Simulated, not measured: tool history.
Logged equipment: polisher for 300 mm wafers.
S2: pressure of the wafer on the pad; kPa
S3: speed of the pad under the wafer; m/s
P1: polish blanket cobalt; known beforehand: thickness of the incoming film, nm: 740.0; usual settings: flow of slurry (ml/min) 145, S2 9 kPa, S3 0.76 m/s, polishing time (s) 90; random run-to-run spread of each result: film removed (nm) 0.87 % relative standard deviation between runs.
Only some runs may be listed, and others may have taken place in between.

Run 1, hour 13.5: flow of slurry (ml/min) 145, S2 9 kPa, S3 0.76 m/s, polishing time (s) 90. Result: film removed (nm) 213.72.
Run 2, hour 31.5: flow of slurry (ml/min) 145, S2 9 kPa, S3 0.76 m/s, polishing time (s) 90. Result: film removed (nm) 209.82.
Run 3, hour 44.9: flow of slurry (ml/min) 145, S2 4.1 kPa, S3 0.76 m/s, polishing time (s) 90. Result: film removed (nm) 97.556.
Run 4, hour 58.9: flow of slurry (ml/min) 145, S2 9 kPa, S3 0.76 m/s, polishing time (s) 90. Result: film removed (nm) 213.75.
Run 5, hour 72.7: flow of slurry (ml/min) 145, S2 9 kPa, S3 0.76 m/s, polishing time (s) 138. Result: film removed (nm) 323.61.
Run 6, hour 81.8: flow of slurry (ml/min) 145, S2 9 kPa, S3 0.76 m/s, polishing time (s) 90. Result: film removed (nm) 210.79.
Run 7, hour 98.5: flow of slurry (ml/min) 145, S2 9 kPa, S3 0.76 m/s, polishing time (s) 90. Result: film removed (nm) 212.32.
Run 8, hour 107.1: flow of slurry (ml/min) 145, S2 9 kPa, S3 1.02 m/s, polishing time (s) 90. Result: film removed (nm) 283.55.
At hour 114.5: slurry nozzle cleaned.
Run 9, hour 124.7: flow of slurry (ml/min) 145, S2 9 kPa, S3 1.14 m/s, polishing time (s) 42. Result: film removed (nm) 143.86.
Run 10, hour 133.9: flow of slurry (ml/min) 145, S2 9 kPa, S3 0.4 m/s, polishing time (s) 90. Result: film removed (nm) 110.26.
Run 11, hour 147: flow of slurry (ml/min) 145, S2 4.1 kPa, S3 0.76 m/s, polishing time (s) 47. Result: film removed (nm) 50.866.
Run 12, hour 162.3: flow of slurry (ml/min) 145, S2 14.5 kPa, S3 0.76 m/s, polishing time (s) 90. Result: film removed (nm) 341.07.
Run 13, hour 171.6: flow of slurry (ml/min) 210, S2 9 kPa, S3 0.76 m/s, polishing time (s) 90. Result: film removed (nm) 222.98.
Run 14, hour 183.5: flow of slurry (ml/min) 85, S2 9 kPa, S3 0.76 m/s, polishing time (s) 90. Result: film removed (nm) 187.8.
Run 15, hour 200.8: flow of slurry (ml/min) 145, S2 9 kPa, S3 0.76 m/s, polishing time (s) 52. Result: film removed (nm) 121.64.
Run 16, hour 213.3: flow of slurry (ml/min) 145, S2 9 kPa, S3 0.76 m/s, polishing time (s) 90. Result: film removed (nm) 214.92.
Run 17, hour 227.9: flow of slurry (ml/min) 145, S2 9 kPa, S3 0.76 m/s, polishing time (s) 90. Result: film removed (nm) 200.83.
Run 18, hour 239: flow of slurry (ml/min) 145, S2 9 kPa, S3 0.76 m/s, polishing time (s) 90. Result: film removed (nm) 197.47.
Run 19, hour 252.6: flow of slurry (ml/min) 145, S2 9 kPa, S3 0.76 m/s, polishing time (s) 90. Result: film removed (nm) 197.25.
Run 20, hour 262.6: flow of slurry (ml/min) 145, S2 9 kPa, S3 0.76 m/s, polishing time (s) 90. Result: film removed (nm) 194.02.
Run 21, hour 278.8: flow of slurry (ml/min) 145, S2 9 kPa, S3 0.76 m/s, polishing time (s) 90. Result: film removed (nm) 194.44.
At hour 285.5: head pressure recalibrated.
Run 22, hour 293.6: flow of slurry (ml/min) 145, S2 9 kPa, S3 0.76 m/s, polishing time (s) 90. Result: film removed (nm) 190.45.
Run 23, hour 303.7: flow of slurry (ml/min) 145, S2 9 kPa, S3 0.76 m/s, polishing time (s) 90. Result: film removed (nm) 193.45.
Run 24, hour 315.4: flow of slurry (ml/min) 145, S2 9 kPa, S3 0.76 m/s, polishing time (s) 90. Result: film removed (nm) 191.93.

The log shows P1 creeping away from where it was. Any of the 2 causes listed here, at the size stated for it, fits the log just as well as the others:
A: slurry flow missing at the pad, % = 33.8
B: removal rate lost through wear of the pad, % = 8.55
The gradual shift began around hour 213.3.
Ruled out, with reasons:
head's pressure below its setpoint, %: serviced after onset, at hour 285.5, with no recovery of the prior output

Which of the check runs below tells the causes apart, meaning the causes would give it clearly different results? Each run uses 2 wafers whose results are averaged, and each result is shown as a question mark.
Run check 1, hour 327.1: flow of slurry (ml/min) 145, S2 9 kPa, S3 0.42 m/s, polishing time (s) 57. Result: film removed (nm) ?.
Run check 2, hour 327.1: flow of slurry (ml/min) 85, S2 9 kPa, S3 0.76 m/s, polishing time (s) 90. Result: film removed (nm) ?.
Run check 3, hour 327.1: flow of slurry (ml/min) 145, S2 4.1 kPa, S3 0.76 m/s, polishing time (s) 90. Result: film removed (nm) ?.
Run check 4, hour 327.1: flow of slurry (ml/min) 145, S2 4.1 kPa, S3 1 m/s, polishing time (s) 90. Result: film removed (nm) ?.

What each check would give under each cause:
  check             result    if A    if B
check 1  film removed (nm)  67.528  67.521
check 2  film removed (nm)  161.97  170.68
check 3  film removed (nm)  89.048  89.038
check 4  film removed (nm)  117.17  117.16
Smallest distance between any two causes, each pair judged by its most separating result, in per cent: check 1 0.01 %; check 2 5.24 %; check 3 0.01 %; check 4 0.01 %
Only check 2 tells the causes apart: in the others they would give nearly the same result.

Then check 2 was run and gave: film removed (nm) 171.34. Which cause is it?

The correct cause is B, namely: removal rate lost through wear of the pad, %.

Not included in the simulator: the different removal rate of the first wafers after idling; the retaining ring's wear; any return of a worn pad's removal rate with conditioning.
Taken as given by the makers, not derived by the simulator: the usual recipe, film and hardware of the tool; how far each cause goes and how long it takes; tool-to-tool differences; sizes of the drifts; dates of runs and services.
